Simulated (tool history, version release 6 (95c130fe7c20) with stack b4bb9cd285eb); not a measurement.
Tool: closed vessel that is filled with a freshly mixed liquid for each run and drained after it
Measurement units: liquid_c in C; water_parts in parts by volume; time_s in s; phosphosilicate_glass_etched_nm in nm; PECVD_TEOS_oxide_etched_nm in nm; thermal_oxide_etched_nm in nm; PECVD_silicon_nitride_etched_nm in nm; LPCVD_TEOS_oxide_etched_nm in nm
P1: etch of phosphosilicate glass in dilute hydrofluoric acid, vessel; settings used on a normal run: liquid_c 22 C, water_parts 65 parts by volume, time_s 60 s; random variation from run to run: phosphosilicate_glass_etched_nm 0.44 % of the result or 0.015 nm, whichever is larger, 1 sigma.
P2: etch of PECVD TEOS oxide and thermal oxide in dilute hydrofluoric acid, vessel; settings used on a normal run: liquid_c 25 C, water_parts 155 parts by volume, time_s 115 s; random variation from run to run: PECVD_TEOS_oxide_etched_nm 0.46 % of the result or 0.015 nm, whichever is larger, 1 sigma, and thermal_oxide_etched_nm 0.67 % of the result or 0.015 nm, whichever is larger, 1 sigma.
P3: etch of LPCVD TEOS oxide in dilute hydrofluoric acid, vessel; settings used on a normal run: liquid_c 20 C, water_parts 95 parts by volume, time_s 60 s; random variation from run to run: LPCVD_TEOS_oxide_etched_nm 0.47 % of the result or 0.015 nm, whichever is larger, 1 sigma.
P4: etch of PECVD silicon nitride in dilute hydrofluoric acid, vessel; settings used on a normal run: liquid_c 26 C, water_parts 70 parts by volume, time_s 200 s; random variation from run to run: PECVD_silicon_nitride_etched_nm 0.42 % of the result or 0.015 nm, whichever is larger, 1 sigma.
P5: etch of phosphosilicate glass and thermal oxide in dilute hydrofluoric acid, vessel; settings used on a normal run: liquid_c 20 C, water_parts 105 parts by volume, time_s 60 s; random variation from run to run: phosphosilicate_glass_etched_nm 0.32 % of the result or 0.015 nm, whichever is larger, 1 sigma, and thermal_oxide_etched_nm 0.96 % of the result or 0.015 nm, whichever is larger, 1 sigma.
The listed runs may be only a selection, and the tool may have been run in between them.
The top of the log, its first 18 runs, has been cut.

| run | day | process | liquid_c | water_parts | time_s | hours since the thermometer was replaced | hours since the hydrofluoric acid flow meter was replaced | phosphosilicate_glass_etched_nm | PECVD_TEOS_oxide_etched_nm | thermal_oxide_etched_nm | PECVD_silicon_nitride_etched_nm | LPCVD_TEOS_oxide_etched_nm |
|---|---|---|---|---|---|---|---|---|---|---|---|---|
| 19 | 4.408 | P1 | 22 | 65 | 60 | 844.4 | 1044 | 118.92 |  |  |  |  |
| 20 | 4.729 | P2 | 17.5 | 155 | 115 | 852.1 | 1051.7 |  | 5.6332 | 2.4256 |  |  |
| 21 | 4.9 | P5 | 20 | 40 | 60 | 856.2 | 1055.8 | 196.18 |  | 6.3258 |  |  |
| 22 | 5.192 | P1 | 22 | 65 | 60 | 863.2 | 1062.8 | 119.4 |  |  |  |  |
| 23 | 5.454 | P3 | 20 | 95 | 60 | 869.5 | 1069.1 |  |  |  |  | 28.221 |
| 24 | 5.638 | P1 | 22 | 110 | 60 | 873.9 | 1073.5 | 67.038 |  |  |  |  |
| 25 | 5.904 | P4 | 26 | 35 | 200 | 880.3 | 1079.9 |  |  |  | 11.069 |  |
| 26 | 6.225 | P1 | 22 | 65 | 30 | 888 | 1087.6 | 60.131 |  |  |  |  |
| 27 | 6.4 | P1 | 22 | 40 | 60 | 892.2 | 1091.8 | 199.93 |  |  |  |  |
| 28 | 6.688 | P1 | 22 | 65 | 100 | 899.1 | 1098.7 | 200.54 |  |  |  |  |
| 29 | 6.946 | P4 | 33 | 70 | 200 | 905.3 | 1104.9 |  |  |  | 8.7884 |  |
| 30 | 7.154 | P4 | 26 | 70 | 200 | 910.3 | 1109.9 |  |  |  | 5.5736 |  |
| 31 | 7.467 | P3 | 20 | 95 | 60 | 917.8 | 1117.4 |  |  |  |  | 28.178 |
| 32 | 7.617 | P1 | 22 | 65 | 60 | 921.4 | 1121 | 118.88 |  |  |  |  |
| 33 | 7.846 | P1 | 22 | 65 | 60 | 926.9 | 1126.5 | 115.97 |  |  |  |  |
| 34 | 8.008 | P1 | 22 | 65 | 60 | 930.8 | 1130.4 | 113.75 |  |  |  |  |

For run 35, what comes out?
| 35 | 8.2 | P1 | 22 | 65 | 60 | 935.4 | 1135 | ? |  |  |  |  |

Run 35 produced phosphosilicate_glass_etched_nm 112.24 nm.
